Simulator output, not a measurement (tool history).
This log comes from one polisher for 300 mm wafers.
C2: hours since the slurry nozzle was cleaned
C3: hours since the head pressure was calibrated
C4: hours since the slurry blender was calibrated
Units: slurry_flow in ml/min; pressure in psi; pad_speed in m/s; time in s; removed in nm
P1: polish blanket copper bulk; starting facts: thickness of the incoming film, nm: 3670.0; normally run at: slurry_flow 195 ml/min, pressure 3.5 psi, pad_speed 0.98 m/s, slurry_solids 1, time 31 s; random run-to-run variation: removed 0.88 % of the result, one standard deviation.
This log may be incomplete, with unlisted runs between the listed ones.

run 1 hour=5.5 | slurry_flow=195 pressure=3.5 pad_speed=0.98 slurry_solids=1 time=31 | wafers_polished_on_this_pad=395 C2=144.6 C3=629.3 C4=121.7 | removed=283.57
run 2 hour=11 | slurry_flow=195 pressure=3.5 pad_speed=1.54 slurry_solids=1 time=31 | wafers_polished_on_this_pad=500 C2=150.1 C3=634.8 C4=127.2 | removed=441.06
run 3 hour=15.6 | slurry_flow=310 pressure=3.5 pad_speed=0.98 slurry_solids=1 time=31 | wafers_polished_on_this_pad=588 C2=154.7 C3=639.4 C4=131.8 | removed=305.47
-- hour=19.5 slurry nozzle cleaned
run 4 hour=21.9 | slurry_flow=195 pressure=3.5 pad_speed=0.98 slurry_solids=1 time=18 | wafers_polished_on_this_pad=709 C2=2.5 C3=645.7 C4=138.1 | removed=163.89
run 5 hour=25.2 | slurry_flow=195 pressure=3.5 pad_speed=0.98 slurry_solids=1 time=47 | wafers_polished_on_this_pad=773 C2=5.8 C3=649 C4=141.4 | removed=426.73
run 6 hour=31.6 | slurry_flow=115 pressure=3.5 pad_speed=0.98 slurry_solids=1 time=31 | wafers_polished_on_this_pad=896 C2=12.2 C3=655.4 C4=147.8 | removed=256.18
run 7 hour=35.4 | slurry_flow=195 pressure=3.5 pad_speed=0.6 slurry_solids=1 time=31 | wafers_polished_on_this_pad=968 C2=16 C3=659.2 C4=151.6 | removed=173.43
run 8 hour=40.4 | slurry_flow=195 pressure=3.5 pad_speed=0.98 slurry_solids=1 time=31 | wafers_polished_on_this_pad=1064 C2=21 C3=664.2 C4=156.6 | removed=284.66
run 9 hour=44.5 | slurry_flow=195 pressure=3.5 pad_speed=0.98 slurry_solids=1 time=31 | wafers_polished_on_this_pad=1143 C2=25.1 C3=668.3 C4=160.7 | removed=283.4
run 10 hour=50.6 | slurry_flow=195 pressure=3.5 pad_speed=0.98 slurry_solids=1 time=31 | wafers_polished_on_this_pad=1260 C2=31.2 C3=674.4 C4=166.8 | removed=283.21
run 11 hour=55.4 | slurry_flow=195 pressure=3.5 pad_speed=0.98 slurry_solids=1 time=31 | wafers_polished_on_this_pad=1352 C2=36 C3=679.2 C4=171.6 | removed=284.97
run 12 hour=60 | slurry_flow=195 pressure=5.5 pad_speed=0.98 slurry_solids=1 time=31 | wafers_polished_on_this_pad=1441 C2=40.6 C3=683.8 C4=176.2 | removed=441.78
run 13 hour=65.4 | slurry_flow=195 pressure=3.5 pad_speed=0.56 slurry_solids=1 time=21 | wafers_polished_on_this_pad=1544 C2=46 C3=689.2 C4=181.6 | removed=108.77
run 14 hour=69.7 | slurry_flow=195 pressure=3.5 pad_speed=0.98 slurry_solids=0.55 time=31 | wafers_polished_on_this_pad=1627 C2=50.3 C3=693.5 C4=185.9 | removed=253.41
run 15 hour=72.6 | slurry_flow=195 pressure=1.9 pad_speed=0.98 slurry_solids=1 time=31 | wafers_polished_on_this_pad=1682 C2=53.2 C3=696.4 C4=188.8 | removed=152.29
run 16 hour=78.4 | slurry_flow=195 pressure=3.5 pad_speed=0.98 slurry_solids=1.4 time=31 | wafers_polished_on_this_pad=1794 C2=59 C3=702.2 C4=194.6 | removed=306.09

Run 17 has not been measured yet. What should we expect?
run 17 hour=82.3 | slurry_flow=195 pressure=3.5 pad_speed=0.98 slurry_solids=1 time=31 | wafers_polished_on_this_pad=1869 C2=62.9 C3=706.1 C4=198.5 | removed=?

{"run 17": {"removed": 284.03}}

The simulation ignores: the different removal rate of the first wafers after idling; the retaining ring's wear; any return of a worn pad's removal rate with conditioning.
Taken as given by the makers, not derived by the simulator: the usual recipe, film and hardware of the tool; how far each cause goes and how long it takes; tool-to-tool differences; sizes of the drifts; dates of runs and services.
